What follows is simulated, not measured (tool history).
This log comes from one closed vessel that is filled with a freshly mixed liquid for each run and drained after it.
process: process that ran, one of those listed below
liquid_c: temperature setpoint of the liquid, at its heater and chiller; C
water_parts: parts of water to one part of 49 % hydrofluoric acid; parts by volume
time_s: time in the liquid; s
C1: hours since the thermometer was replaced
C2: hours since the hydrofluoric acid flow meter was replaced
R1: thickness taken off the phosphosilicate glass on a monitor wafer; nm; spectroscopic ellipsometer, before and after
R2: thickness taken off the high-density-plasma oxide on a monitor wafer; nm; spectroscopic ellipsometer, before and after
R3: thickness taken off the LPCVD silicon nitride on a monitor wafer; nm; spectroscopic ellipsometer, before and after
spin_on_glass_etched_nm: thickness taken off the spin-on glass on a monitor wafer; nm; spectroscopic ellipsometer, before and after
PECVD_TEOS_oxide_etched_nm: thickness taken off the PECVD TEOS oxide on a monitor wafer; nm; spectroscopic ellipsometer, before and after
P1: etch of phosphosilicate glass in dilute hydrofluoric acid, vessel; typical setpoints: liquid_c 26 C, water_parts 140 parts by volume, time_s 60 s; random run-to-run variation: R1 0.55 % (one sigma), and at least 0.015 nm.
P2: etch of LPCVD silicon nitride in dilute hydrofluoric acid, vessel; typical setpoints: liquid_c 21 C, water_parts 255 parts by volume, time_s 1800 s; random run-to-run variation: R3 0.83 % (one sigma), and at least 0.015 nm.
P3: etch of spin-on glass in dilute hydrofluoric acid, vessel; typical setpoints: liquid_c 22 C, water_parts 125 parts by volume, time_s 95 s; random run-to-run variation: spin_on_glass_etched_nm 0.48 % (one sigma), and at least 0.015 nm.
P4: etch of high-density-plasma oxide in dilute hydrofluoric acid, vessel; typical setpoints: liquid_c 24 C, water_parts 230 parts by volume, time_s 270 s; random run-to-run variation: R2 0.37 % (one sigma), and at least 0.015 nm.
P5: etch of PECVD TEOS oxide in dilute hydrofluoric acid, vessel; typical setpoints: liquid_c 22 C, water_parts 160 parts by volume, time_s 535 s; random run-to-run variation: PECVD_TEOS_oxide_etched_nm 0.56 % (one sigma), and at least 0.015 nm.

Run 1, hour 5.4: process P1, liquid_c 26 C, water_parts 140 parts by volume, time_s 60 s; C1 1678.5; C2 329.4. Result: R1 64.544 nm.
Run 2, hour 10.3: process P4, liquid_c 29.5 C, water_parts 230 parts by volume, time_s 270 s; C1 1683.4; C2 334.3. Result: R2 7.9143 nm.
Run 3, hour 16.3: process P2, liquid_c 21 C, water_parts 455 parts by volume, time_s 1800 s; C1 1689.4; C2 340.3. Result: R3 1.7206 nm.
Run 4, hour 20.9: process P3, liquid_c 22 C, water_parts 125 parts by volume, time_s 95 s; C1 1694; C2 344.9. Result: spin_on_glass_etched_nm 20.655 nm.
Run 5, hour 27.1: process P1, liquid_c 26 C, water_parts 60 parts by volume, time_s 85 s; C1 1700.2; C2 351.1. Result: R1 233.66 nm.
Run 6, hour 30.6: process P3, liquid_c 22 C, water_parts 125 parts by volume, time_s 30 s; C1 1703.7; C2 354.6. Result: spin_on_glass_etched_nm 6.5077 nm.
Run 7, hour 34: process P2, liquid_c 26.5 C, water_parts 255 parts by volume, time_s 1800 s; C1 1707.1; C2 358. Result: R3 4.315 nm.
Run 8, hour 37.9: process P4, liquid_c 24 C, water_parts 230 parts by volume, time_s 270 s; C1 1711; C2 361.9. Result: R2 6.5028 nm.
Run 9, hour 42.2: process P1, liquid_c 26 C, water_parts 140 parts by volume, time_s 30 s; C1 1715.3; C2 366.2. Result: R1 32.154 nm.
Run 10, hour 47.8: process P5, liquid_c 22 C, water_parts 45 parts by volume, time_s 535 s; C1 1720.9; C2 371.8. Result: PECVD_TEOS_oxide_etched_nm 101.4 nm.
Run 11, hour 55.1: process P3, liquid_c 22 C, water_parts 125 parts by volume, time_s 95 s; C1 1728.2; C2 379.1. Result: spin_on_glass_etched_nm 20.801 nm.
Run 12, hour 62.5: process P1, liquid_c 26 C, water_parts 210 parts by volume, time_s 60 s; C1 1735.6; C2 386.5. Result: R1 39.616 nm.
Run 13, hour 67.2: process P2, liquid_c 21 C, water_parts 255 parts by volume, time_s 1800 s; C1 1740.3; C2 391.2. Result: R3 3.0543 nm.
Run 14, hour 74.6: process P5, liquid_c 17 C, water_parts 160 parts by volume, time_s 535 s; C1 1747.7; C2 398.6. Result: PECVD_TEOS_oxide_etched_nm 20.38 nm.
Run 15, hour 78.2: process P1, liquid_c 26 C, water_parts 140 parts by volume, time_s 60 s; C1 1751.3; C2 402.2. Result: R1 63.875 nm.
Run 16, hour 82.1: process P1, liquid_c 26 C, water_parts 140 parts by volume, time_s 60 s; C1 1755.2; C2 406.1. Result: R1 63.973 nm.
Run 17, hour 87.9: process P2, liquid_c 21 C, water_parts 255 parts by volume, time_s 2795 s; C1 1761; C2 411.9. Result: R3 4.7709 nm.
Run 18, hour 94.9: process P1, liquid_c 26 C, water_parts 65 parts by volume, time_s 60 s; C1 1768; C2 418.9. Result: R1 152.71 nm.
Run 19, hour 100.3: process P1, liquid_c 26 C, water_parts 140 parts by volume, time_s 115 s; C1 1773.4; C2 424.3. Result: R1 122.32 nm.
Run 20, hour 105.2: process P1, liquid_c 18.5 C, water_parts 140 parts by volume, time_s 60 s; C1 1778.3; C2 429.2. Result: R1 47.797 nm.
Run 21, hour 111.1: process P4, liquid_c 24 C, water_parts 230 parts by volume, time_s 30 s; C1 1784.2; C2 435.1. Result: R2 0.72079 nm.
Run 22, hour 117.9: process P3, liquid_c 29.5 C, water_parts 125 parts by volume, time_s 95 s; C1 1791; C2 441.9. Result: spin_on_glass_etched_nm 27.725 nm.
Run 23, hour 124.5: process P1, liquid_c 18.5 C, water_parts 140 parts by volume, time_s 30 s; C1 1797.6; C2 448.5. Result: R1 23.769 nm.
Run 24, hour 131.8: process P1, liquid_c 30.5 C, water_parts 140 parts by volume, time_s 60 s; C1 1804.9; C2 455.8. Result: R1 75.753 nm.
Run 25, hour 135.1: process P1, liquid_c 26 C, water_parts 75 parts by volume, time_s 30 s; C1 1808.2; C2 459.1. Result: R1 64.253 nm.
Run 26, hour 138.8: process P4, liquid_c 24 C, water_parts 80 parts by volume, time_s 270 s; C1 1811.9; C2 462.8. Result: R2 22.415 nm.
Run 27, hour 144.9: process P5, liquid_c 22 C, water_parts 160 parts by volume, time_s 105 s; C1 1818; C2 468.9. Result: PECVD_TEOS_oxide_etched_nm 4.8607 nm.
Run 28, hour 151.1: process P1, liquid_c 26 C, water_parts 140 parts by volume, time_s 60 s; C1 1824.2; C2 475.1. Result: R1 63.956 nm.
Run 29, hour 158.1: process P1, liquid_c 26 C, water_parts 140 parts by volume, time_s 60 s; C1 1831.2; C2 482.1. Result: R1 63.894 nm.
Run 30, hour 165.4: process P5, liquid_c 22 C, water_parts 160 parts by volume, time_s 535 s; C1 1838.5; C2 489.4. Result: PECVD_TEOS_oxide_etched_nm 25.077 nm.
Run 31, hour 169.9: process P3, liquid_c 22 C, water_parts 80 parts by volume, time_s 95 s; C1 1843; C2 493.9. Result: spin_on_glass_etched_nm 34.161 nm.
Run 32, hour 173.5: process P1, liquid_c 26 C, water_parts 140 parts by volume, time_s 60 s; C1 1846.6; C2 497.5. Result: R1 63.793 nm.
Run 33, hour 178.3: process P1, liquid_c 26 C, water_parts 140 parts by volume, time_s 60 s; C1 1851.4; C2 502.3. Result: R1 62.077 nm.
Run 34, hour 183.4: process P1, liquid_c 26 C, water_parts 140 parts by volume, time_s 60 s; C1 1856.5; C2 507.4. Result: R1 60.23 nm.
Run 35, hour 188.7: process P1, liquid_c 26 C, water_parts 140 parts by volume, time_s 60 s; C1 1861.8; C2 512.7. Result: R1 59.785 nm.
Run 36, hour 193.7: process P1, liquid_c 26 C, water_parts 140 parts by volume, time_s 60 s; C1 1866.8; C2 517.7. Result: R1 59.9 nm.
Run 37, hour 199.6: process P1, liquid_c 26 C, water_parts 140 parts by volume, time_s 60 s; C1 1872.7; C2 523.6. Result: R1 59.306 nm.
Run 38, hour 203: process P1, liquid_c 26 C, water_parts 140 parts by volume, time_s 60 s; C1 1876.1; C2 527. Result: R1 58.875 nm.
Run 39, hour 208.5: process P1, liquid_c 26 C, water_parts 140 parts by volume, time_s 60 s; C1 1881.6; C2 532.5. Result: R1 59.257 nm.
Run 40, hour 212.3: process P1, liquid_c 26 C, water_parts 140 parts by volume, time_s 60 s; C1 1885.4; C2 536.3. Result: R1 59.133 nm.

What P1 gives has crept away from where it was. These 2 causes fit the log equally well, each at the size given:
A: liquid colder than its thermometer reads (K) = 2.15
B: hydrofluoric acid flow below the setpoint (%) = 6.71
The creep began at about hour 173.5.

Which of the check runs below tells the causes apart, meaning the causes would give it clearly different results? Each run uses 2 wafers whose results are averaged, and each result is shown as a question mark.
Run check 1, hour 216.1: process P4, liquid_c 28.5 C, water_parts 230 parts by volume, time_s 30 s. Result: R2 ?.
Run check 2, hour 216.1: process P3, liquid_c 22 C, water_parts 125 parts by volume, time_s 30 s. Result: spin_on_glass_etched_nm ?.
Run check 3, hour 216.1: process P2, liquid_c 21 C, water_parts 425 parts by volume, time_s 2630 s. Result: R3 ?.
Run check 4, hour 216.1: process P5, liquid_c 17 C, water_parts 160 parts by volume, time_s 275 s. Result: PECVD_TEOS_oxide_etched_nm ?.

Outcome of each check run for each possible cause:
  check                      result     if A     if B
check 1                          R2  0.78727  0.77683
check 2     spin_on_glass_etched_nm   6.0191    6.059
check 3                          R3   2.3896   2.5489
check 4  PECVD_TEOS_oxide_etched_nm   9.6127   9.6916
Per check, the gap between the least separated pair of causes, taken in the result that splits them most: check 1 1.34 %; check 2 0.66 %; check 3 6.45 %; check 4 0.82 %
The other checks would show nearly matching results whichever cause is true, so check 3 is the only one that separates the causes.

Check 3 was then run and gave: R3 2.399 nm. Which cause is it?

It was cause A: liquid colder than its thermometer reads (K).
